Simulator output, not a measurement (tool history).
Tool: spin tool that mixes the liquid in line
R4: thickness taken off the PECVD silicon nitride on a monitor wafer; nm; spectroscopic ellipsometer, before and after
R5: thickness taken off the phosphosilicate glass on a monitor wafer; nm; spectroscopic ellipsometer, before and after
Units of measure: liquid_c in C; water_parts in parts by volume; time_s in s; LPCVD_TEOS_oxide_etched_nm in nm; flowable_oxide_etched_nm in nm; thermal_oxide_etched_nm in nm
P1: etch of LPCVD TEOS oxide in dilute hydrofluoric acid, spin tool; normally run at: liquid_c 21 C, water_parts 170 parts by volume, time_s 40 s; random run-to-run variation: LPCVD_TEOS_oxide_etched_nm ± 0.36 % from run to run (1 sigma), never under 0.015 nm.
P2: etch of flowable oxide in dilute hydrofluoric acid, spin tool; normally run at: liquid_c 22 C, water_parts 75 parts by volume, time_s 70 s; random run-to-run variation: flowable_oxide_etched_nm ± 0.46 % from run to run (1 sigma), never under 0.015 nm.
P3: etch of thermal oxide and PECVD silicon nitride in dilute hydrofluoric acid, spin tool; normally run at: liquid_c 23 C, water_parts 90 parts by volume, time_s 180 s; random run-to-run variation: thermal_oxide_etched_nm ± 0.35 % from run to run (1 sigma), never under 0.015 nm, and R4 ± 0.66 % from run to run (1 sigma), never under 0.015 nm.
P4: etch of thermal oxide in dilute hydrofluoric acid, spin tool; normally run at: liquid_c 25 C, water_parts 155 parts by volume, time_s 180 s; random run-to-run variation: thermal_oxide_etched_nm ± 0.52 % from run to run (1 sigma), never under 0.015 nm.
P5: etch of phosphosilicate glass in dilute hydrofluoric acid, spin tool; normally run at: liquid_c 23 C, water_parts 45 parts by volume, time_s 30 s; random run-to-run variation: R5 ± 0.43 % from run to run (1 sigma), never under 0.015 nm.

Run 1, hour 2.9: process P1, liquid_c 21 C, water_parts 170 parts by volume, time_s 40 s. Result: LPCVD_TEOS_oxide_etched_nm 7.7518 nm.
Run 2, hour 5.4: process P2, liquid_c 22 C, water_parts 75 parts by volume, time_s 70 s. Result: flowable_oxide_etched_nm 44.038 nm.
Run 3, hour 7.6: process P4, liquid_c 25 C, water_parts 155 parts by volume, time_s 180 s. Result: thermal_oxide_etched_nm 5.4479 nm.
Run 4, hour 10: process P3, liquid_c 23 C, water_parts 90 parts by volume, time_s 45 s. Result: thermal_oxide_etched_nm 2.2393 nm, R4 1.1271 nm.
Run 5, hour 13.2: process P1, liquid_c 21 C, water_parts 45 parts by volume, time_s 60 s. Result: LPCVD_TEOS_oxide_etched_nm 50.102 nm.
Run 6, hour 17.2: process P1, liquid_c 21 C, water_parts 170 parts by volume, time_s 15 s. Result: LPCVD_TEOS_oxide_etched_nm 2.8349 nm.
Run 7, hour 20.3: process P4, liquid_c 25 C, water_parts 85 parts by volume, time_s 180 s. Result: thermal_oxide_etched_nm 10.731 nm.
Run 8, hour 22.4: process P2, liquid_c 22 C, water_parts 115 parts by volume, time_s 70 s. Result: flowable_oxide_etched_nm 27.678 nm.
Run 9, hour 25: process P5, liquid_c 23 C, water_parts 45 parts by volume, time_s 30 s. Result: R5 66.561 nm.
Run 10, hour 30: process P2, liquid_c 28.5 C, water_parts 75 parts by volume, time_s 70 s. Result: flowable_oxide_etched_nm 57.789 nm.
Run 11, hour 34.4: process P5, liquid_c 23 C, water_parts 75 parts by volume, time_s 30 s. Result: R5 38.437 nm.
Run 12, hour 37.3: process P3, liquid_c 30.5 C, water_parts 90 parts by volume, time_s 180 s. Result: thermal_oxide_etched_nm 12.196 nm, R4 7.1842 nm.
Run 13, hour 41.6: process P1, liquid_c 21 C, water_parts 60 parts by volume, time_s 20 s. Result: LPCVD_TEOS_oxide_etched_nm 12.312 nm.
Run 14, hour 45.1: process P1, liquid_c 21 C, water_parts 170 parts by volume, time_s 40 s. Result: LPCVD_TEOS_oxide_etched_nm 7.689 nm.
Run 15, hour 47.8: process P3, liquid_c 23 C, water_parts 90 parts by volume, time_s 180 s. Result: thermal_oxide_etched_nm 9.065 nm, R4 4.4165 nm.
Run 16, hour 51.8: process P1, liquid_c 21 C, water_parts 170 parts by volume, time_s 40 s. Result: LPCVD_TEOS_oxide_etched_nm 7.6636 nm.
Run 17, hour 54.2: process P1, liquid_c 21 C, water_parts 170 parts by volume, time_s 80 s. Result: LPCVD_TEOS_oxide_etched_nm 15.331 nm.
Run 18, hour 57.8: process P5, liquid_c 17 C, water_parts 45 parts by volume, time_s 30 s. Result: R5 51.746 nm.
Run 19, hour 62.7: process P1, liquid_c 25 C, water_parts 170 parts by volume, time_s 40 s. Result: LPCVD_TEOS_oxide_etched_nm 8.991 nm.
Run 20, hour 66.4: process P2, liquid_c 22 C, water_parts 75 parts by volume, time_s 135 s. Result: flowable_oxide_etched_nm 85.678 nm.
Run 21, hour 69.5: process P3, liquid_c 23 C, water_parts 90 parts by volume, time_s 180 s. Result: thermal_oxide_etched_nm 9.0531 nm, R4 4.4359 nm.
Run 22, hour 72.3: process P3, liquid_c 23 C, water_parts 40 parts by volume, time_s 180 s. Result: thermal_oxide_etched_nm 21.798 nm, R4 9.6895 nm.
Run 23, hour 75.1: process P4, liquid_c 17.5 C, water_parts 155 parts by volume, time_s 180 s. Result: thermal_oxide_etched_nm 4.0114 nm.

Run 24, settings as shown, results not yet in. Your forecast:
Run 24, hour 79.1: process P5, liquid_c 23 C, water_parts 45 parts by volume, time_s 30 s. Result: R5 ?.

R5: 67.274 nm
